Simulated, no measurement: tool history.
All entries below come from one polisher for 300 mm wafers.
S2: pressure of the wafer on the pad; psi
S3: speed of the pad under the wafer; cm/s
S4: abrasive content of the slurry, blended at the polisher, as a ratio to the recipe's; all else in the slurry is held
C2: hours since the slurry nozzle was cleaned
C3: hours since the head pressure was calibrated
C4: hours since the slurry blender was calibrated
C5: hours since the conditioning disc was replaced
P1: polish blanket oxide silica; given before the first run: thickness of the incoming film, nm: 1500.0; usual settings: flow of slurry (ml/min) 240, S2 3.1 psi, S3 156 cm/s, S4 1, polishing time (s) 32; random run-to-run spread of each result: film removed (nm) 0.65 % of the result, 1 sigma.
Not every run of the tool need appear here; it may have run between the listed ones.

{"run": 1, "hour": 15.6, "flow of slurry (ml/min)": 240, "S2": 3.1, "S3": 156, "S4": 1, "polishing time (s)": 32, "wafers polished on this pad": 561, "C2": 355.9, "C3": 720.6, "C4": 119.8, "C5": 376.2, "film removed (nm)": 116.27}
{"run": 2, "hour": 23.0, "flow of slurry (ml/min)": 240, "S2": 1.4, "S3": 156, "S4": 1, "polishing time (s)": 32, "wafers polished on this pad": 651, "C2": 363.3, "C3": 728, "C4": 127.2, "C5": 383.6, "film removed (nm)": 52.064}
{"hour": 36.8, "done": "conditioning disc replaced and pad reconditioned"}
{"run": 3, "hour": 38.6, "flow of slurry (ml/min)": 240, "S2": 4.7, "S3": 156, "S4": 1, "polishing time (s)": 32, "wafers polished on this pad": 839, "C2": 378.9, "C3": 743.6, "C4": 142.8, "C5": 1.8, "film removed (nm)": 173.02}
{"hour": 39.7, "done": "slurry nozzle cleaned"}
{"run": 4, "hour": 50.6, "flow of slurry (ml/min)": 240, "S2": 3.1, "S3": 156, "S4": 1, "polishing time (s)": 32, "wafers polished on this pad": 984, "C2": 10.9, "C3": 755.6, "C4": 154.8, "C5": 13.8, "film removed (nm)": 114.87}
{"run": 5, "hour": 59.2, "flow of slurry (ml/min)": 240, "S2": 3.1, "S3": 156, "S4": 1, "polishing time (s)": 15, "wafers polished on this pad": 1088, "C2": 19.5, "C3": 764.2, "C4": 163.4, "C5": 22.4, "film removed (nm)": 53.974}
{"run": 6, "hour": 71.1, "flow of slurry (ml/min)": 240, "S2": 3.1, "S3": 156, "S4": 1, "polishing time (s)": 44, "wafers polished on this pad": 1232, "C2": 31.4, "C3": 776.1, "C4": 175.3, "C5": 34.3, "film removed (nm)": 157.97}
{"run": 7, "hour": 85.2, "flow of slurry (ml/min)": 240, "S2": 3.1, "S3": 156, "S4": 1.25, "polishing time (s)": 32, "wafers polished on this pad": 1402, "C2": 45.5, "C3": 790.2, "C4": 189.4, "C5": 48.4, "film removed (nm)": 125.56}
{"run": 8, "hour": 99.0, "flow of slurry (ml/min)": 240, "S2": 3.1, "S3": 156, "S4": 0.55, "polishing time (s)": 32, "wafers polished on this pad": 1569, "C2": 59.3, "C3": 804, "C4": 203.2, "C5": 62.2, "film removed (nm)": 83.118}
{"run": 9, "hour": 108.2, "flow of slurry (ml/min)": 170, "S2": 3.1, "S3": 156, "S4": 0.7, "polishing time (s)": 32, "wafers polished on this pad": 1680, "C2": 68.5, "C3": 813.2, "C4": 212.4, "C5": 71.4, "film removed (nm)": 91.119}
{"run": 10, "hour": 117.1, "flow of slurry (ml/min)": 240, "S2": 3.1, "S3": 72, "S4": 1, "polishing time (s)": 32, "wafers polished on this pad": 1788, "C2": 77.4, "C3": 822.1, "C4": 221.3, "C5": 80.3, "film removed (nm)": 62.111}
{"run": 11, "hour": 125.7, "flow of slurry (ml/min)": 365, "S2": 3.1, "S3": 156, "S4": 1, "polishing time (s)": 32, "wafers polished on this pad": 1891, "C2": 86, "C3": 830.7, "C4": 229.9, "C5": 88.9, "film removed (nm)": 118.83}
{"run": 12, "hour": 135.3, "flow of slurry (ml/min)": 240, "S2": 3.1, "S3": 156, "S4": 1, "polishing time (s)": 32, "wafers polished on this pad": 2007, "C2": 95.6, "C3": 840.3, "C4": 239.5, "C5": 98.5, "film removed (nm)": 114.98}
{"run": 13, "hour": 151.1, "flow of slurry (ml/min)": 240, "S2": 3.1, "S3": 156, "S4": 1, "polishing time (s)": 32, "wafers polished on this pad": 2198, "C2": 111.4, "C3": 856.1, "C4": 255.3, "C5": 114.3, "film removed (nm)": 116.41}
{"run": 14, "hour": 163.0, "flow of slurry (ml/min)": 145, "S2": 3.1, "S3": 156, "S4": 1, "polishing time (s)": 32, "wafers polished on this pad": 2342, "C2": 123.3, "C3": 868, "C4": 267.2, "C5": 126.2, "film removed (nm)": 106.41}
{"run": 15, "hour": 174.1, "flow of slurry (ml/min)": 240, "S2": 3.1, "S3": 246, "S4": 1, "polishing time (s)": 32, "wafers polished on this pad": 2476, "C2": 134.4, "C3": 879.1, "C4": 278.3, "C5": 137.3, "film removed (nm)": 164.86}
{"run": 16, "hour": 185.6, "flow of slurry (ml/min)": 240, "S2": 3.1, "S3": 156, "S4": 1, "polishing time (s)": 32, "wafers polished on this pad": 2615, "C2": 145.9, "C3": 890.6, "C4": 289.8, "C5": 148.8, "film removed (nm)": 114.88}
{"run": 17, "hour": 192.6, "flow of slurry (ml/min)": 240, "S2": 3.1, "S3": 156, "S4": 1, "polishing time (s)": 32, "wafers polished on this pad": 2700, "C2": 152.9, "C3": 897.6, "C4": 296.8, "C5": 155.8, "film removed (nm)": 110.94}
{"run": 18, "hour": 208.5, "flow of slurry (ml/min)": 240, "S2": 3.1, "S3": 156, "S4": 1, "polishing time (s)": 32, "wafers polished on this pad": 2892, "C2": 168.8, "C3": 913.5, "C4": 312.7, "C5": 171.7, "film removed (nm)": 106.49}
{"run": 19, "hour": 216.8, "flow of slurry (ml/min)": 240, "S2": 3.1, "S3": 156, "S4": 1, "polishing time (s)": 32, "wafers polished on this pad": 2992, "C2": 177.1, "C3": 921.8, "C4": 321, "C5": 180, "film removed (nm)": 105.42}
{"run": 20, "hour": 225.5, "flow of slurry (ml/min)": 240, "S2": 3.1, "S3": 156, "S4": 1, "polishing time (s)": 32, "wafers polished on this pad": 3097, "C2": 185.8, "C3": 930.5, "C4": 329.7, "C5": 188.7, "film removed (nm)": 102.89}
{"hour": 227.4, "done": "conditioning disc replaced and pad reconditioned"}
{"hour": 234.8, "done": "head pressure recalibrated"}
{"run": 21, "hour": 236.1, "flow of slurry (ml/min)": 240, "S2": 3.1, "S3": 156, "S4": 1, "polishing time (s)": 32, "wafers polished on this pad": 3225, "C2": 196.4, "C3": 1.4, "C4": 340.3, "C5": 8.8, "film removed (nm)": 101.37}
{"run": 22, "hour": 249.6, "flow of slurry (ml/min)": 240, "S2": 3.1, "S3": 156, "S4": 1, "polishing time (s)": 32, "wafers polished on this pad": 3388, "C2": 209.9, "C3": 14.9, "C4": 353.8, "C5": 22.3, "film removed (nm)": 101.13}
{"hour": 256.1, "done": "slurry nozzle cleaned"}
{"run": 23, "hour": 256.7, "flow of slurry (ml/min)": 240, "S2": 3.1, "S3": 156, "S4": 1, "polishing time (s)": 32, "wafers polished on this pad": 3474, "C2": 0.6, "C3": 22, "C4": 360.9, "C5": 29.4, "film removed (nm)": 101.29}
{"run": 24, "hour": 266.9, "flow of slurry (ml/min)": 240, "S2": 3.1, "S3": 156, "S4": 1, "polishing time (s)": 32, "wafers polished on this pad": 3598, "C2": 10.8, "C3": 32.2, "C4": 371.1, "C5": 39.6, "film removed (nm)": 100.37}
{"run": 25, "hour": 277.7, "flow of slurry (ml/min)": 240, "S2": 3.1, "S3": 156, "S4": 1, "polishing time (s)": 32, "wafers polished on this pad": 3728, "C2": 21.6, "C3": 43, "C4": 381.9, "C5": 50.4, "film removed (nm)": 99.088}
{"run": 26, "hour": 285.6, "flow of slurry (ml/min)": 240, "S2": 3.1, "S3": 156, "S4": 1, "polishing time (s)": 32, "wafers polished on this pad": 3823, "C2": 29.5, "C3": 50.9, "C4": 389.8, "C5": 58.3, "film removed (nm)": 100.22}

P1 has crept away from where it was. The log is fitted equally well by each of these 2 causes, at the sizes shown:
A: abrasive missing from the slurry, % = 25
B: removal rate lost through wear of the pad, % = 13.2
The process output started creeping at around hour 185.6.
Other possible causes, and why each is ruled out:
slurry flow missing at the pad, %: serviced at hour 256.1, after the drift had started, without restoring the earlier output
head's pressure below its setpoint, %: serviced at hour 234.8, after the drift had started, without restoring the earlier output
time polished since the conditioner stopped cutting, s: serviced at hour 227.4, after the drift had started, without restoring the earlier output

Which of the 4 check runs listed below, each an average over 5 wafers with its results shown as question marks, gives clearly different results under the different listed causes?
{"run": "check 1", "hour": 293.5, "flow of slurry (ml/min)": 240, "S2": 3.1, "S3": 156, "S4": 0.7, "polishing time (s)": 43, "film removed (nm)": "?"}
{"run": "check 2", "hour": 293.5, "flow of slurry (ml/min)": 240, "S2": 3.1, "S3": 110, "S4": 1, "polishing time (s)": 18, "film removed (nm)": "?"}
{"run": "check 3", "hour": 293.5, "flow of slurry (ml/min)": 160, "S2": 3.1, "S3": 156, "S4": 1, "polishing time (s)": 32, "film removed (nm)": "?"}
{"run": "check 4", "hour": 293.5, "flow of slurry (ml/min)": 240, "S2": 1.5, "S3": 240, "S4": 1, "polishing time (s)": 32, "film removed (nm)": "?"}

Check results expected under each cause:
check=check_1 result=film_removed_(nm) if_A=109.49 if_B=112.26
check=check_2 result=film_removed_(nm) if_A=42.476 if_B=42.455
check=check_3 result=film_removed_(nm) if_A=94.487 if_B=94.441
check=check_4 result=film_removed_(nm) if_A=68.203 if_B=68.17
How far apart the two closest causes lie, in the result that separates them most: check 1 2.49 %; check 2 0.05 %; check 3 0.05 %; check 4 0.05 %
The other checks would show nearly matching results whichever cause is true, so check 1 is the only one that separates the causes.

Here is what check 1 returned: film removed (nm) 108.91. Which cause is it?

It was cause A: abrasive missing from the slurry, %.
